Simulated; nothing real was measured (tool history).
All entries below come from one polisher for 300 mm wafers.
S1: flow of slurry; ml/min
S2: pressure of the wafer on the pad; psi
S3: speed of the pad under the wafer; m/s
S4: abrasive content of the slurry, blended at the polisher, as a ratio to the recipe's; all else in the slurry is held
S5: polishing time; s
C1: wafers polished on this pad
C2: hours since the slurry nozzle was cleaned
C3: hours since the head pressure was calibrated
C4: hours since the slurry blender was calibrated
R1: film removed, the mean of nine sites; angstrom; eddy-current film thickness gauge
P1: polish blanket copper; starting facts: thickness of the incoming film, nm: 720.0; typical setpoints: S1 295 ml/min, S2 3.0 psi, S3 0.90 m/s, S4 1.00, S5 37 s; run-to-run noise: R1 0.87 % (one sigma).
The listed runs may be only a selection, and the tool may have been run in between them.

run    day   S1   S2    S3    S4  S5    C1     C2     C3     C4       R1
  1  0.358  295  3.0  0.90  1.00  37   413   95.5  358.8  341.6   850.88
  2  0.921  295  3.0  0.90  1.00  37   595  109.0  372.3  355.1   862.31
  3  1.183  295  3.0  0.90  1.00  37   681  115.3  378.6  361.4   883.80
  4  1.492  295  3.0  1.24  1.00  50   781  122.7  386.0  368.8  1642.60
  5  1.992  295  3.0  0.90  1.00  37   943  134.7  398.0  380.8   847.44
  6  2.267  295  2.1  0.90  1.00  37  1032  141.3  404.6  387.4   612.41
  7  2.550  295  3.0  0.90  1.00  37  1125  148.1  411.4  394.2   875.57
  8  3.000  295  3.0  0.90  1.25  37  1271  158.9  422.2  405.0   898.05
  9  3.579  295  3.0  0.90  1.00  25  1459  172.8  436.1  418.9   590.01
 10  3.867  295  1.4  0.90  1.35  37  1552  179.7  443.0  425.8   426.09
 11  4.200  175  3.0  0.90  1.00  37  1661  187.7  451.0  433.8   806.32
 12  4.712  295  3.0  0.60  1.00  37  1827  200.0  463.3  446.1   577.46
 13  5.121  295  3.0  1.36  1.00  37  1960  209.8  473.1  455.9  1321.60
 14  5.579  295  3.0  0.90  1.00  48  2109  220.8  484.1  466.9  1128.70
     5.775  -- slurry blender recalibrated
 15  6.075  295  3.0  0.90  0.50  37  2270  232.7  496.0    7.2   749.55
 16  6.571  465  3.0  0.90  1.00  37  2431  244.6  507.9   19.1   908.56
 17  6.933  295  4.5  0.90  1.00  37  2548  253.3  516.6   27.8  1284.00
 18  7.471  295  3.0  0.90  1.00  37  2723  266.2  529.5   40.7   858.28
 19  7.888  430  3.0  0.56  1.00  37  2858  276.2  539.5   50.7   546.15
 20  8.342  295  3.0  0.90  1.00  37  3006  287.1  550.4   61.6   855.67
 21  8.754  295  3.0  0.90  1.00  37  3140  297.0  560.3   71.5   831.40

Expected results for the next run?
 22  9.317  295  3.0  0.90  1.00  37  3323  310.5  573.8  85.0   ?

R1: 838.81 angstrom
